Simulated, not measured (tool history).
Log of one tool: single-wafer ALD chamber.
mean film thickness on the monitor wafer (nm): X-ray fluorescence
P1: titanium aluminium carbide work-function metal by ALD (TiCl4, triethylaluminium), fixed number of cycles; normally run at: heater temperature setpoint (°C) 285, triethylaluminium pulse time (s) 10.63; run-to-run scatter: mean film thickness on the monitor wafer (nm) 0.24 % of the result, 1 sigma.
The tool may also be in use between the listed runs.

run   hour  heater temperature setpoint (°C)  triethylaluminium pulse time (s)  mean film thickness on the monitor wafer (nm)
  1   13.6                               285                             10.63                                         1.8259
  2   28.6                               297                             10.63                                         1.9276
  3   39.3                               285                              4.16                                         1.4269
  4   48.9                               261                             10.63                                         1.6253
  5   64.2                               285                             10.63                                         1.8287
  6   81.4                               285                             10.63                                         1.8320
  7   98.5                               285                             16.73                                         1.8585
  8  116.0                               285                             10.63                                         1.8198
  9  133.1                               285                             10.63                                         1.8351
 10  141.3                               306                             16.68                                         2.0465
 11  153.2                               263                              6.96                                         1.5361
 12  166.1                               285                             10.63                                         1.8301
 13  182.0                               285                             10.63                                         1.8226
 14  198.5                               285                             10.63                                         1.8006
 15  213.5                               285                             10.63                                         1.7988
 16  221.6                               285                             10.63                                         1.7855
 17  233.7                               285                             10.63                                         1.7896
 18  243.8                               285                             10.63                                         1.7814
 19  260.5                               285                             10.63                                         1.7785
 20  276.6                               285                             10.63                                         1.7821
 21  294.1                               285                             10.63                                         1.7841

What P1 gives has crept away from where it was. These 2 causes fit the log equally well, each at the size given:
A: wafer temperature below the value expected at the setpoint (K) = 5.63
B: triethylaluminium dose below that of a fresh bottle (%) = 18.6
The creep began at about hour 182.0.

4 check runs are offered, one wafer each, their results left as question marks. Which one tells the causes apart?
check 1  311.6                               273                             10.63                                              ?
check 2  311.6                               266                             10.63                                              ?
check 3  311.6                               285                              4.51                                              ?
check 4  311.6                               275                             10.63                                              ?

What each check would give under each cause:
  check                                         result    if A    if B
check 1  mean film thickness on the monitor wafer (nm)  1.6792  1.6812
check 2  mean film thickness on the monitor wafer (nm)  1.6220  1.6251
check 3  mean film thickness on the monitor wafer (nm)  1.4396  1.3450
check 4  mean film thickness on the monitor wafer (nm)  1.6956  1.6973
How far apart the two closest causes lie, in the result that separates them most: check 1 0.12 %; check 2 0.19 %; check 3 6.8 %; check 4 0.1 %
Check 3 tells the causes apart: in the others they would give nearly the same result.

Check 3 was then run and gave: mean film thickness on the monitor wafer (nm) 1.3460. Which cause is it?

It is B: triethylaluminium dose below that of a fresh bottle (%).
